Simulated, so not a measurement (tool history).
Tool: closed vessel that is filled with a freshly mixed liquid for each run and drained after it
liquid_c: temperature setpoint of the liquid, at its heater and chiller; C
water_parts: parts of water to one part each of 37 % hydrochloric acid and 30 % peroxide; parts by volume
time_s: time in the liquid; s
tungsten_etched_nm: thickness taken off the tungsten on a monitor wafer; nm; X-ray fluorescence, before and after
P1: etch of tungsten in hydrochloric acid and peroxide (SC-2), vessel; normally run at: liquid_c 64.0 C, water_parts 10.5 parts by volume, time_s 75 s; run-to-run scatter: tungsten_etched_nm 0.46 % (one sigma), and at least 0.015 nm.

Run 1, hour 3.2: liquid_c 64.0 C, water_parts 10.5 parts by volume, time_s 75 s. Result: tungsten_etched_nm 31.429 nm.
Run 2, hour 6.6: liquid_c 64.0 C, water_parts 10.5 parts by volume, time_s 75 s. Result: tungsten_etched_nm 31.331 nm.
Run 3, hour 9.7: liquid_c 64.0 C, water_parts 17.0 parts by volume, time_s 75 s. Result: tungsten_etched_nm 20.438 nm.
Run 4, hour 14.7: liquid_c 64.0 C, water_parts 10.5 parts by volume, time_s 75 s. Result: tungsten_etched_nm 31.286 nm.
Run 5, hour 17.7: liquid_c 64.0 C, water_parts 10.5 parts by volume, time_s 135 s. Result: tungsten_etched_nm 56.405 nm.
Run 6, hour 23.3: liquid_c 49.5 C, water_parts 10.5 parts by volume, time_s 75 s. Result: tungsten_etched_nm 12.354 nm.
Run 7, hour 26.0: liquid_c 64.0 C, water_parts 4.0 parts by volume, time_s 110 s. Result: tungsten_etched_nm 95.561 nm.
Run 8, hour 29.9: liquid_c 64.0 C, water_parts 4.0 parts by volume, time_s 75 s. Result: tungsten_etched_nm 65.269 nm.
Run 9, hour 34.9: liquid_c 71.5 C, water_parts 10.5 parts by volume, time_s 115 s. Result: tungsten_etched_nm 74.901 nm.
Run 10, hour 39.0: liquid_c 64.0 C, water_parts 10.5 parts by volume, time_s 75 s. Result: tungsten_etched_nm 31.331 nm.
Run 11, hour 42.7: liquid_c 64.0 C, water_parts 10.5 parts by volume, time_s 30 s. Result: tungsten_etched_nm 12.502 nm.
Run 12, hour 45.8: liquid_c 64.0 C, water_parts 10.5 parts by volume, time_s 75 s. Result: tungsten_etched_nm 31.240 nm.
Run 13, hour 49.6: liquid_c 64.0 C, water_parts 10.5 parts by volume, time_s 75 s. Result: tungsten_etched_nm 31.499 nm.
Run 14, hour 52.3: liquid_c 72.0 C, water_parts 10.5 parts by volume, time_s 75 s. Result: tungsten_etched_nm 50.414 nm.
Run 15, hour 55.0: liquid_c 64.0 C, water_parts 10.5 parts by volume, time_s 75 s. Result: tungsten_etched_nm 31.157 nm.

The next listed run, before its measurement:
Run 16, hour 57.9: liquid_c 64.0 C, water_parts 10.5 parts by volume, time_s 75 s. Result: tungsten_etched_nm ?.

tungsten_etched_nm: 32.078 nm

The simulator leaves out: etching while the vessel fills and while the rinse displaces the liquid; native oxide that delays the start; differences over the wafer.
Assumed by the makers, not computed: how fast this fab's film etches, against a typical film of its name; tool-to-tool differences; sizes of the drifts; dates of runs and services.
